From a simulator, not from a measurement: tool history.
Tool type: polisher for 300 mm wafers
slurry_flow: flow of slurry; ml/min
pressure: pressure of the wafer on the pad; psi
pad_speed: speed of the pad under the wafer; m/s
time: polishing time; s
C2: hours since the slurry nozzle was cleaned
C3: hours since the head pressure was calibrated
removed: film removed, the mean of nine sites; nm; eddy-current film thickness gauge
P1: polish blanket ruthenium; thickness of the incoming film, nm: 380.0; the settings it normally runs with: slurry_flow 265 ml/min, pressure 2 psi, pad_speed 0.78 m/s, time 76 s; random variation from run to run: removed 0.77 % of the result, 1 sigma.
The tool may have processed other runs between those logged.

run 1 day=0.342 | slurry_flow=265 pressure=2 pad_speed=0.78 time=76 | wafers_polished_on_this_pad=362 C2=86.8 C3=235.7 | removed=55.943
run 2 day=0.712 | slurry_flow=265 pressure=2 pad_speed=0.78 time=98 | wafers_polished_on_this_pad=442 C2=95.7 C3=244.6 | removed=72.905
run 3 day=0.975 | slurry_flow=410 pressure=2 pad_speed=0.78 time=76 | wafers_polished_on_this_pad=498 C2=102 C3=250.9 | removed=58.06
run 4 day=1.446 | slurry_flow=265 pressure=1.2 pad_speed=0.78 time=76 | wafers_polished_on_this_pad=599 C2=113.3 C3=262.2 | removed=33.906
run 5 day=2.012 | slurry_flow=265 pressure=2 pad_speed=1.2 time=76 | wafers_polished_on_this_pad=721 C2=126.9 C3=275.8 | removed=85.8
run 6 day=2.504 | slurry_flow=265 pressure=2 pad_speed=0.78 time=35 | wafers_polished_on_this_pad=826 C2=138.7 C3=287.6 | removed=25.723
run 7 day=2.975 | slurry_flow=265 pressure=2 pad_speed=0.78 time=76 | wafers_polished_on_this_pad=927 C2=150 C3=298.9 | removed=56.781
run 8 day=3.246 | slurry_flow=265 pressure=2 pad_speed=0.56 time=76 | wafers_polished_on_this_pad=985 C2=156.5 C3=305.4 | removed=40.417
run 9 day=3.521 | slurry_flow=265 pressure=2 pad_speed=0.78 time=76 | wafers_polished_on_this_pad=1044 C2=163.1 C3=312 | removed=56.104
run 10 day=4.021 | slurry_flow=265 pressure=2 pad_speed=0.78 time=76 | wafers_polished_on_this_pad=1151 C2=175.1 C3=324 | removed=56.565
run 11 day=4.312 | slurry_flow=265 pressure=2 pad_speed=0.78 time=76 | wafers_polished_on_this_pad=1214 C2=182.1 C3=331 | removed=55.979
-- day=4.504 worn pad replaced by a new one
run 12 day=4.638 | slurry_flow=265 pressure=3 pad_speed=0.78 time=76 | wafers_polished_on_this_pad=29 C2=189.9 C3=338.8 | removed=83.883
run 13 day=5.2 | slurry_flow=265 pressure=2 pad_speed=0.78 time=76 | wafers_polished_on_this_pad=150 C2=203.4 C3=352.3 | removed=56.185
run 14 day=5.625 | slurry_flow=330 pressure=2 pad_speed=0.96 time=76 | wafers_polished_on_this_pad=241 C2=213.6 C3=362.5 | removed=71.106
run 15 day=6.033 | slurry_flow=160 pressure=2 pad_speed=0.78 time=76 | wafers_polished_on_this_pad=328 C2=223.4 C3=372.3 | removed=52.088
run 16 day=6.304 | slurry_flow=265 pressure=2 pad_speed=0.78 time=76 | wafers_polished_on_this_pad=386 C2=229.9 C3=378.8 | removed=56.79
run 17 day=6.683 | slurry_flow=265 pressure=2 pad_speed=0.78 time=76 | wafers_polished_on_this_pad=468 C2=239 C3=387.9 | removed=56.509
run 18 day=7.183 | slurry_flow=265 pressure=2 pad_speed=0.78 time=76 | wafers_polished_on_this_pad=575 C2=251 C3=399.9 | removed=54.826
run 19 day=7.608 | slurry_flow=265 pressure=2 pad_speed=0.78 time=76 | wafers_polished_on_this_pad=666 C2=261.2 C3=410.1 | removed=54.901
run 20 day=7.921 | slurry_flow=265 pressure=2 pad_speed=0.78 time=76 | wafers_polished_on_this_pad=733 C2=268.7 C3=417.6 | removed=54.498
run 21 day=8.317 | slurry_flow=265 pressure=2 pad_speed=0.78 time=76 | wafers_polished_on_this_pad=818 C2=278.2 C3=427.1 | removed=54.514
-- day=8.446 worn pad replaced by a new one
run 22 day=8.588 | slurry_flow=265 pressure=2 pad_speed=0.78 time=76 | wafers_polished_on_this_pad=31 C2=284.7 C3=433.6 | removed=54.815
run 23 day=8.996 | slurry_flow=265 pressure=2 pad_speed=0.78 time=76 | wafers_polished_on_this_pad=118 C2=294.5 C3=443.4 | removed=53.644
run 24 day=9.421 | slurry_flow=265 pressure=2 pad_speed=0.78 time=76 | wafers_polished_on_this_pad=209 C2=304.7 C3=453.6 | removed=53.635
run 25 day=9.725 | slurry_flow=265 pressure=2 pad_speed=0.78 time=76 | wafers_polished_on_this_pad=275 C2=312 C3=460.9 | removed=53.602

Compared with where it was, what P1 gives has crept away. Each cause listed below fits the log as well as the rest, at the size given for it:
A: slurry flow missing at the pad, % = 28.8
B: head's pressure below its setpoint, % = 3.99
The gradual shift began around day 6.683.
Ruled out, with reasons:
removal rate lost through wear of the pad, %: serviced at day 8.446, after the drift had started, without restoring the earlier output

Of the 4 check runs below, each run on 5 wafers with the results averaged and each result still a question mark, which one would tell the listed causes apart?
run check 1 day=10.029 | slurry_flow=265 pressure=2 pad_speed=1.06 time=76 | removed=?
run check 2 day=10.029 | slurry_flow=160 pressure=2 pad_speed=0.78 time=76 | removed=?
run check 3 day=10.029 | slurry_flow=265 pressure=1.3 pad_speed=0.78 time=76 | removed=?
run check 4 day=10.029 | slurry_flow=265 pressure=2 pad_speed=0.6 time=76 | removed=?

What each check would give under each cause:
check=check_1 result=removed if_A=73.289 if_B=73.283
check=check_2 result=removed if_A=49.289 if_B=50.502
check=check_3 result=removed if_A=35.054 if_B=35.052
check=check_4 result=removed if_A=41.484 if_B=41.481
Per check, the gap between the least separated pair of causes, taken in the result that splits them most: check 1 0.01 %; check 2 2.43 %; check 3 0.01 %; check 4 0.01 %
Of the check runs offered, only check 2 discriminates between the causes; the rest would read about the same regardless of which cause applies.

Check 2 was carried out, with these results: removed 49.084 nm. Which of the listed causes is responsible?

The cause is A: slurry flow missing at the pad, %.
